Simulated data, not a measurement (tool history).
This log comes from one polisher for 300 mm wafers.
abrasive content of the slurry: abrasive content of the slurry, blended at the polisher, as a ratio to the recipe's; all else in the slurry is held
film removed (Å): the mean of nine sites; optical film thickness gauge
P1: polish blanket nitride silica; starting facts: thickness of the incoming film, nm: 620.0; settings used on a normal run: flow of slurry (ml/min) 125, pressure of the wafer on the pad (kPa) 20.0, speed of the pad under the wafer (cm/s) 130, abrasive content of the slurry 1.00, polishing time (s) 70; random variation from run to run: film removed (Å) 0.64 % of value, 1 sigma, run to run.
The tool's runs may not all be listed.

run  hour  flow of slurry (ml/min)  pressure of the wafer on the pad (kPa)  speed of the pad under the wafer (cm/s)  abrasive content of the slurry  polishing time (s)  wafers polished on this pad  hours since the slurry nozzle was cleaned  hours since the head pressure was calibrated  hours since the slurry blender was calibrated  hours since the conditioning disc was replaced  film removed (Å)
  1   3.2                      125                                    20.0                                      130                            1.00                  70                          526                                      151.0                                         138.0                                          364.0                                            90.5            475.60
  2   5.9                      125                                    20.0                                      130                            1.00                  70                          551                                      153.7                                         140.7                                          366.7                                            93.2            476.75
  3   8.2                      125                                    20.0                                      130                            1.00                  45                          573                                      156.0                                         143.0                                          369.0                                            95.5            306.37
  4  12.7                      125                                    20.0                                      180                            1.00                  70                          616                                      160.5                                         147.5                                          373.5                                           100.0            614.09
  5  16.0                      195                                    20.0                                      130                            1.00                  70                          647                                      163.8                                         150.8                                          376.8                                           103.3            520.27
  6  18.0                      125                                     9.7                                      130                            1.00                  70                          666                                      165.8                                         152.8                                          378.8                                           105.3            228.73
  7  22.4                      125                                    29.6                                      130                            1.00                  70                          708                                      170.2                                         157.2                                          383.2                                           109.7            710.31
  8  25.4                      125                                    20.0                                      130                            1.35                  70                          737                                      173.2                                         160.2                                          386.2                                           112.7            544.85
  9  28.4                      125                                    20.0                                      130                            1.00                  70                          765                                      176.2                                         163.2                                          389.2                                           115.7            482.58
 10  31.3                      125                                    20.0                                      130                            1.00                  96                          793                                      179.1                                         166.1                                          392.1                                           118.6            656.07
 11  35.1                      125                                    20.0                                       58                            1.00                  70                          829                                      182.9                                         169.9                                          395.9                                           122.4            251.35
 12  38.6                      125                                    20.0                                      130                            0.55                  70                          862                                      186.4                                         173.4                                          399.4                                           125.9            346.40
     40.6  -- conditioning disc replaced and pad reconditioned
 13  42.1                      125                                    13.8                                      130                            1.30                  70                          895                                      189.9                                         176.9                                          402.9                                             1.6            363.77
 14  45.5                       75                                    20.0                                      130                            1.00                  70                          927                                      193.3                                         180.3                                          406.3                                             5.0            424.48
 15  49.9                      125                                    20.0                                      130                            1.00                  70                          969                                      197.7                                         184.7                                          410.7                                             9.4            476.31
 16  53.2                      125                                    20.0                                      130                            1.00                  70                         1001                                      201.0                                         188.0                                          414.0                                            12.7            475.68
 17  55.8                      125                                    20.0                                      130                            1.00                  70                         1025                                      203.6                                         190.6                                          416.6                                            15.3            470.49
 18  58.3                      125                                    20.0                                      130                            1.00                  70                         1049                                      206.1                                         193.1                                          419.1                                            17.8            454.43
 19  60.5                      125                                    20.0                                      130                            1.00                  70                         1070                                      208.3                                         195.3                                          421.3                                            20.0            443.15
 20  63.1                      125                                    20.0                                      130                            1.00                  70                         1095                                      210.9                                         197.9                                          423.9                                            22.6            439.00
 21  65.1                      125                                    20.0                                      130                            1.00                  70                         1114                                      212.9                                         199.9                                          425.9                                            24.6            435.29
     66.4  -- conditioning disc replaced and pad reconditioned
 22  68.7                      125                                    20.0                                      130                            1.00                  70                         1148                                      216.5                                         203.5                                          429.5                                             2.4            431.69
     69.2  -- head pressure recalibrated
 23  71.5                      125                                    20.0                                      130                            1.00                  70                         1174                                      219.3                                           2.3                                          432.3                                             5.2            430.74
 24  75.1                      125                                    20.0                                      130                            1.00                  70                         1208                                      222.9                                           5.9                                          435.9                                             8.8            426.47
 25  78.9                      125                                    20.0                                      130                            1.00                  70                         1245                                      226.7                                           9.7                                          439.7                                            12.6            431.96

What P1 gives has crept away from where it was. These 3 causes fit the log equally well, each at the size given:
A: abrasive missing from the slurry, % = 20
B: slurry flow missing at the pad, % = 34.8
C: removal rate lost through wear of the pad, % = 10.2
At approximately hour 53.2, the process output began to creep.
Excluded causes, each with its reason:
head's pressure below its setpoint, %: its service at hour 69.2 followed the start of the drift and did not put the process back to its old value
time polished since the conditioner stopped cutting, s: its service at hour 66.4 followed the start of the drift and did not put the process back to its old value

4 check runs are offered, each on 5 wafers whose results are averaged, their results left as question marks. Which one tells the causes apart?
check 1  82.7                       75                                    20.0                                      130                            0.65                  70                                                                                                                                                                                                                                      ?
check 2  82.7                      125                                    11.0                                      164                            1.00                  70                                                                                                                                                                                                                                      ?
check 3  82.7                      185                                    15.2                                      130                            1.00                  70                                                                                                                                                                                                                                      ?
check 4  82.7                      125                                    20.0                                      160                            1.00                  70                                                                                                                                                                                                                                      ?

If the cause were each of the candidates in turn, the checks would give the following:
  check            result    if A    if B    if C
check 1  film removed (Å)  294.41  284.66  301.51
check 2  film removed (Å)  284.89  284.97  284.90
check 3  film removed (Å)  348.13  359.54  348.14
check 4  film removed (Å)  506.26  506.41  506.28
Minimum pairwise separation of causes per check, each pair taken at its best-separating result: check 1 2.38 %; check 2 0 %; check 3 0 %; check 4 0 %
Check 1 is the one run that separates the causes; every other check would come out nearly the same whichever cause is at work.

After running check 1, the following was obtained: film removed (Å) 294.62. Which cause does this point to?

Of the candidate causes, it is A: abrasive missing from the slurry, %.

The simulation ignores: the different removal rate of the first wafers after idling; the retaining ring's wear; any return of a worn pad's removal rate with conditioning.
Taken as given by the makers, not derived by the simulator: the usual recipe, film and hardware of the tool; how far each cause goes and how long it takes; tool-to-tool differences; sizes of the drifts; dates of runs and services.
